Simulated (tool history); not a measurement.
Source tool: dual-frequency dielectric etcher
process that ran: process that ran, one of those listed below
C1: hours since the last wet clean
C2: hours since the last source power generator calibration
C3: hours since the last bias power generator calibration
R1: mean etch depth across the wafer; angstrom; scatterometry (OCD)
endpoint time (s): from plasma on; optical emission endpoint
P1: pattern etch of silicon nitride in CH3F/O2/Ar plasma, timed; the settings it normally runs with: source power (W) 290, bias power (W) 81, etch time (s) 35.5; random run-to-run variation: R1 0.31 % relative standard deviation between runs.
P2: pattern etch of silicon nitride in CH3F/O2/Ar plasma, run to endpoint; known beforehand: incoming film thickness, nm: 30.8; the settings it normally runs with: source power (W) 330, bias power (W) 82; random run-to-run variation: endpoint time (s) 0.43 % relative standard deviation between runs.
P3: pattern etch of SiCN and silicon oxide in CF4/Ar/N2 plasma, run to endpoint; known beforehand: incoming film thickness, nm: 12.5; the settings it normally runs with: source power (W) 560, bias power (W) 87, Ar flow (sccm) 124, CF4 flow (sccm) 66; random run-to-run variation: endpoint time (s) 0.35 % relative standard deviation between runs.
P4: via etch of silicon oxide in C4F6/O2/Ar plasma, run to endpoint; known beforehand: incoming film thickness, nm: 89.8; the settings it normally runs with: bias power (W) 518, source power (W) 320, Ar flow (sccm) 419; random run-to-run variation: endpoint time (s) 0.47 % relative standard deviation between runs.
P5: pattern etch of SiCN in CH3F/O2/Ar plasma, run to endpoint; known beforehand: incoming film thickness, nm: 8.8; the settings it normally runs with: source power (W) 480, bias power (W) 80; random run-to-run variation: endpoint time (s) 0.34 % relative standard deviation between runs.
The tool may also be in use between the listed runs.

{"run": 1, "day": 0.55, "process that ran": "P1", "source power (W)": 290, "bias power (W)": 81, "etch time (s)": 35.5, "C1": 132.3, "C2": 712.7, "C3": 2244.9, "R1": 243.66}
{"run": 2, "day": 1.246, "process that ran": "P4", "source power (W)": 320, "bias power (W)": 518, "Ar flow (sccm)": 312, "C1": 149, "C2": 729.4, "C3": 2261.6, "endpoint time (s)": 21.073}
{"run": 3, "day": 1.638, "process that ran": "P2", "source power (W)": 330, "bias power (W)": 82, "C1": 158.4, "C2": 738.8, "C3": 2271, "endpoint time (s)": 46.201}
{"run": 4, "day": 2.275, "process that ran": "P4", "source power (W)": 320, "bias power (W)": 518, "Ar flow (sccm)": 419, "C1": 173.7, "C2": 754.1, "C3": 2286.3, "endpoint time (s)": 21.787}
{"run": 5, "day": 2.717, "process that ran": "P5", "source power (W)": 480, "bias power (W)": 110, "C1": 184.3, "C2": 764.7, "C3": 2296.9, "endpoint time (s)": 18.84}
{"run": 6, "day": 3.196, "process that ran": "P3", "source power (W)": 760, "bias power (W)": 87, "Ar flow (sccm)": 124, "CF4 flow (sccm)": 66, "C1": 195.8, "C2": 776.2, "C3": 2308.4, "endpoint time (s)": 8.9897}
{"run": 7, "day": 3.783, "process that ran": "P3", "source power (W)": 560, "bias power (W)": 61, "Ar flow (sccm)": 124, "CF4 flow (sccm)": 66, "C1": 209.9, "C2": 790.3, "C3": 2322.5, "endpoint time (s)": 13.204}
{"run": 8, "day": 4.317, "process that ran": "P1", "source power (W)": 210, "bias power (W)": 97, "etch time (s)": 35.5, "C1": 222.7, "C2": 803.1, "C3": 2335.3, "R1": 230.8}
{"run": 9, "day": 4.962, "process that ran": "P3", "source power (W)": 560, "bias power (W)": 87, "Ar flow (sccm)": 73, "CF4 flow (sccm)": 66, "C1": 238.2, "C2": 818.6, "C3": 2350.8, "endpoint time (s)": 10.858}
{"run": 10, "day": 5.65, "process that ran": "P5", "source power (W)": 290, "bias power (W)": 80, "C1": 254.7, "C2": 835.1, "C3": 2367.3, "endpoint time (s)": 25.748}
{"run": 11, "day": 6.254, "process that ran": "P1", "source power (W)": 290, "bias power (W)": 81, "etch time (s)": 48, "C1": 269.2, "C2": 849.6, "C3": 2381.8, "R1": 329.32}
{"run": 12, "day": 6.933, "process that ran": "P4", "source power (W)": 320, "bias power (W)": 616, "Ar flow (sccm)": 419, "C1": 285.5, "C2": 865.9, "C3": 2398.1, "endpoint time (s)": 20.278}
{"run": 13, "day": 7.362, "process that ran": "P5", "source power (W)": 480, "bias power (W)": 80, "C1": 295.8, "C2": 876.2, "C3": 2408.4, "endpoint time (s)": 21.224}
{"run": 14, "day": 7.883, "process that ran": "P1", "source power (W)": 290, "bias power (W)": 81, "etch time (s)": 35.5, "C1": 308.3, "C2": 888.7, "C3": 2420.9, "R1": 242.55}
{"run": 15, "day": 8.496, "process that ran": "P2", "source power (W)": 330, "bias power (W)": 49, "C1": 323, "C2": 903.4, "C3": 2435.6, "endpoint time (s)": 54.937}
{"run": 16, "day": 8.954, "process that ran": "P1", "source power (W)": 290, "bias power (W)": 58, "etch time (s)": 35.5, "C1": 334, "C2": 914.4, "C3": 2446.6, "R1": 216.96}
{"run": 17, "day": 9.55, "process that ran": "P3", "source power (W)": 560, "bias power (W)": 87, "Ar flow (sccm)": 124, "CF4 flow (sccm)": 66, "C1": 348.3, "C2": 928.7, "C3": 2460.9, "endpoint time (s)": 11.752}
{"run": 18, "day": 10.117, "process that ran": "P2", "source power (W)": 440, "bias power (W)": 82, "C1": 361.9, "C2": 942.3, "C3": 2474.5, "endpoint time (s)": 41.464}
{"run": 19, "day": 10.717, "process that ran": "P1", "source power (W)": 180, "bias power (W)": 81, "etch time (s)": 35.5, "C1": 376.3, "C2": 956.7, "C3": 2488.9, "R1": 202.52}
{"run": 20, "day": 11.342, "process that ran": "P4", "source power (W)": 430, "bias power (W)": 518, "Ar flow (sccm)": 419, "C1": 391.3, "C2": 971.7, "C3": 2503.9, "endpoint time (s)": 19.565}
{"run": 21, "day": 11.85, "process that ran": "P4", "source power (W)": 320, "bias power (W)": 518, "Ar flow (sccm)": 419, "C1": 403.5, "C2": 983.9, "C3": 2516.1, "endpoint time (s)": 21.791}
{"day": 12.396, "done": "source power generator calibrated"}
{"run": 22, "day": 12.462, "process that ran": "P1", "source power (W)": 370, "bias power (W)": 81, "etch time (s)": 35.5, "C1": 418.2, "C2": 1.6, "C3": 2530.8, "R1": 266.89}
{"run": 23, "day": 13.104, "process that ran": "P1", "source power (W)": 290, "bias power (W)": 81, "etch time (s)": 35.5, "C1": 433.6, "C2": 17, "C3": 2546.2, "R1": 242.62}
{"run": 24, "day": 13.717, "process that ran": "P3", "source power (W)": 560, "bias power (W)": 87, "Ar flow (sccm)": 124, "CF4 flow (sccm)": 66, "C1": 448.3, "C2": 31.7, "C3": 2560.9, "endpoint time (s)": 11.679}
{"run": 25, "day": 14.379, "process that ran": "P5", "source power (W)": 480, "bias power (W)": 80, "C1": 464.2, "C2": 47.6, "C3": 2576.8, "endpoint time (s)": 21.193}
{"run": 26, "day": 15.058, "process that ran": "P1", "source power (W)": 290, "bias power (W)": 108, "etch time (s)": 35.5, "C1": 480.5, "C2": 63.9, "C3": 2593.1, "R1": 269.28}
{"run": 27, "day": 15.742, "process that ran": "P1", "source power (W)": 290, "bias power (W)": 81, "etch time (s)": 35.5, "C1": 496.9, "C2": 80.3, "C3": 2609.5, "R1": 243.13}
{"run": 28, "day": 16.458, "process that ran": "P3", "source power (W)": 560, "bias power (W)": 87, "Ar flow (sccm)": 124, "CF4 flow (sccm)": 49, "C1": 514.1, "C2": 97.5, "C3": 2626.7, "endpoint time (s)": 12.184}
{"run": 29, "day": 16.958, "process that ran": "P1", "source power (W)": 290, "bias power (W)": 81, "etch time (s)": 19.5, "C1": 526.1, "C2": 109.5, "C3": 2638.7, "R1": 132.84}
{"run": 30, "day": 17.558, "process that ran": "P1", "source power (W)": 290, "bias power (W)": 81, "etch time (s)": 35.5, "C1": 540.5, "C2": 123.9, "C3": 2653.1, "R1": 243.13}
{"run": 31, "day": 18.254, "process that ran": "P1", "source power (W)": 290, "bias power (W)": 81, "etch time (s)": 35.5, "C1": 557.2, "C2": 140.6, "C3": 2669.8, "R1": 240.94}
{"run": 32, "day": 18.842, "process that ran": "P1", "source power (W)": 290, "bias power (W)": 81, "etch time (s)": 35.5, "C1": 571.3, "C2": 154.7, "C3": 2683.9, "R1": 240.21}
{"run": 33, "day": 19.35, "process that ran": "P1", "source power (W)": 290, "bias power (W)": 81, "etch time (s)": 35.5, "C1": 583.5, "C2": 166.9, "C3": 2696.1, "R1": 240.63}
{"run": 34, "day": 19.988, "process that ran": "P1", "source power (W)": 290, "bias power (W)": 81, "etch time (s)": 35.5, "C1": 598.8, "C2": 182.2, "C3": 2711.4, "R1": 238.9}
{"day": 20.196, "done": "wet clean of the chamber"}
{"run": 35, "day": 20.596, "process that ran": "P1", "source power (W)": 290, "bias power (W)": 81, "etch time (s)": 35.5, "C1": 9.7, "C2": 196.8, "C3": 2726, "R1": 240.1}

Run 36, settings as shown, results not yet in. Your forecast:
{"run": 36, "day": 20.938, "process that ran": "P1", "source power (W)": 290, "bias power (W)": 81, "etch time (s)": 35.5, "C1": 17.9, "C2": 205, "C3": 2734.2, "R1": "?"}

R1: 240.68 angstrom
